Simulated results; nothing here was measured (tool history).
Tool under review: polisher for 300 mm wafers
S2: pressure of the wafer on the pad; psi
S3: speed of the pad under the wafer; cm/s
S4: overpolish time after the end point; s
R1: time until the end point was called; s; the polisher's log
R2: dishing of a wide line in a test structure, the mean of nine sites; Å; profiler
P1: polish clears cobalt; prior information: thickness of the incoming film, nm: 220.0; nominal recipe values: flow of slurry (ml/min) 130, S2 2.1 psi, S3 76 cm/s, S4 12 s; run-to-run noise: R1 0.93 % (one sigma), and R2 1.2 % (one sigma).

{"run": 1, "hour": 11.7, "flow of slurry (ml/min)": 130, "S2": 2.1, "S3": 76, "S4": 12, "R1": 56.901, "R2": 334.36}
{"run": 2, "hour": 24.5, "flow of slurry (ml/min)": 130, "S2": 2.7, "S3": 94, "S4": 12, "R1": 36.482, "R2": 450.99}
{"run": 3, "hour": 40.9, "flow of slurry (ml/min)": 130, "S2": 2.1, "S3": 76, "S4": 12, "R1": 58.436, "R2": 327.47}
{"run": 4, "hour": 54.0, "flow of slurry (ml/min)": 130, "S2": 3.3, "S3": 76, "S4": 12, "R1": 37.012, "R2": 440.31}
{"run": 5, "hour": 69.7, "flow of slurry (ml/min)": 130, "S2": 2.1, "S3": 76, "S4": 12, "R1": 57.937, "R2": 336.59}
{"run": 6, "hour": 78.2, "flow of slurry (ml/min)": 130, "S2": 2.1, "S3": 76, "S4": 4, "R1": 57.989, "R2": 139.15}
{"run": 7, "hour": 90.9, "flow of slurry (ml/min)": 130, "S2": 2.1, "S3": 38, "S4": 12, "R1": 116.5, "R2": 190.31}
{"run": 8, "hour": 103.4, "flow of slurry (ml/min)": 130, "S2": 2.1, "S3": 76, "S4": 22, "R1": 57.001, "R2": 479.11}
{"run": 9, "hour": 117.1, "flow of slurry (ml/min)": 130, "S2": 2.1, "S3": 76, "S4": 12, "R1": 59.079, "R2": 330.28}
{"run": 10, "hour": 127.5, "flow of slurry (ml/min)": 130, "S2": 2.1, "S3": 76, "S4": 12, "R1": 57.082, "R2": 328.55}
{"run": 11, "hour": 137.9, "flow of slurry (ml/min)": 130, "S2": 1.4, "S3": 44, "S4": 12, "R1": 149.17, "R2": 156.23}
{"run": 12, "hour": 153.1, "flow of slurry (ml/min)": 130, "S2": 2.1, "S3": 76, "S4": 12, "R1": 58.099, "R2": 338.68}
{"run": 13, "hour": 170.1, "flow of slurry (ml/min)": 130, "S2": 2.1, "S3": 76, "S4": 12, "R1": 57.411, "R2": 335.96}
{"run": 14, "hour": 183.6, "flow of slurry (ml/min)": 80, "S2": 2.1, "S3": 76, "S4": 12, "R1": 65.707, "R2": 300.36}

What does the tool deliver on the next run?
{"run": 15, "hour": 202.1, "flow of slurry (ml/min)": 130, "S2": 2.1, "S3": 104, "S4": 12, "R1": "?", "R2": "?"}

R1: 42.767 s
R2: 401.97 Å
